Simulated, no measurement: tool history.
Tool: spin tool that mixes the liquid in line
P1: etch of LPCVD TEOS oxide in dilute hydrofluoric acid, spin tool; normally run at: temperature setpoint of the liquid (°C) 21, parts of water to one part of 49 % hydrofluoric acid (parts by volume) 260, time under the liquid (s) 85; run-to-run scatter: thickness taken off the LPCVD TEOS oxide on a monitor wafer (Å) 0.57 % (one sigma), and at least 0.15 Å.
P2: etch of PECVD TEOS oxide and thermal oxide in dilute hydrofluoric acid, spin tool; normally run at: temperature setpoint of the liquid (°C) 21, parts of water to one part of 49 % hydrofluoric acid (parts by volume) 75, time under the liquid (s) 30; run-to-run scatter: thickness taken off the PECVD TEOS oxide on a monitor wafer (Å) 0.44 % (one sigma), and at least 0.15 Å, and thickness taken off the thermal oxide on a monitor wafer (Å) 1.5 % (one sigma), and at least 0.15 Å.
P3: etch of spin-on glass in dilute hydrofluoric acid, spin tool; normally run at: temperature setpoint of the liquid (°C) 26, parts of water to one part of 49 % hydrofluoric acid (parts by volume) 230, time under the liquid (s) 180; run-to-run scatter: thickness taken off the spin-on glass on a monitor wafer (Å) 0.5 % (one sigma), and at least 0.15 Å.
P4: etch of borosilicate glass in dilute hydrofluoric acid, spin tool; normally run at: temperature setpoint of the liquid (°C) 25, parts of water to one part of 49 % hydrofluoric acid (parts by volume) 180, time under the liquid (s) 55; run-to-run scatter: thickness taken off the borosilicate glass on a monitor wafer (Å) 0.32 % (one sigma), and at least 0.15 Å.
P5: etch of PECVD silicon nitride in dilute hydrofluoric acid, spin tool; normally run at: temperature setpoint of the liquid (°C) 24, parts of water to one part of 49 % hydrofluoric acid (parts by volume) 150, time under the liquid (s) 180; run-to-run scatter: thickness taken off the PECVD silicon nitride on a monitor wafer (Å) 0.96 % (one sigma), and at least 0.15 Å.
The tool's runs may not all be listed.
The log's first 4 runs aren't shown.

run	day	process that ran	temperature setpoint of the liquid (°C)	parts of water to one part of 49 % hydrofluoric acid (parts by volume)	time under the liquid (s)	hours since the thermometer was replaced	hours since the hydrofluoric acid flow meter was replaced	thickness taken off the LPCVD TEOS oxide on a monitor wafer (Å)	thickness taken off the spin-on glass on a monitor wafer (Å)	thickness taken off the PECVD TEOS oxide on a monitor wafer (Å)	thickness taken off the thermal oxide on a monitor wafer (Å)	thickness taken off the PECVD silicon nitride on a monitor wafer (Å)	thickness taken off the borosilicate glass on a monitor wafer (Å)
5	1.788	P1	21	260	85	719.1	1326.2	49.653					
6	1.996	P3	26	230	40	724.1	1331.2		52.081				
7	2.371	P1	21	95	130	733.1	1340.2	246.330					
8	2.825	P2	29	75	30	744.0	1351.1			128.500	24.207		
9	3.075	P1	21	90	85	750.0	1357.1	169.660					
10	3.475	P5	24	150	180	759.6	1366.7					24.218	
11	3.762	P4	19	180	55	766.5	1373.6						106.57
12	4.167	P3	26	85	180	776.2	1383.3		750.560				
13	4.588	P4	25	180	55	786.3	1393.4						134.80
14	4.862	P1	26	260	85	792.9	1400.0	58.875					
15	5.092	P1	17	260	85	798.4	1405.5	42.719					
16	5.321	P1	21	145	15	803.9	1411.0	17.823					
17	5.775	P5	24	150	265	814.8	1421.9					35.239	
18	6.146	P1	21	365	85	823.7	1430.8	32.522					
19	6.458	P5	24	240	180	831.2	1438.3					14.991	
20	6.700	P2	21	75	50	837.0	1444.1			155.300	28.725		
21	7.050	P5	28	150	180	845.4	1452.5					30.401	
22	7.388	P4	25	180	55	853.5	1460.6						133.85
23	7.808	P3	26	230	180	863.6	1470.7		231.540				
24	8.079	P1	21	260	85	870.1	1477.2	49.886					

Forecast run 25:
25	8.400	P1	21	260	150	877.8	1484.9	?					

thickness taken off the LPCVD TEOS oxide on a monitor wafer (Å): 88.277
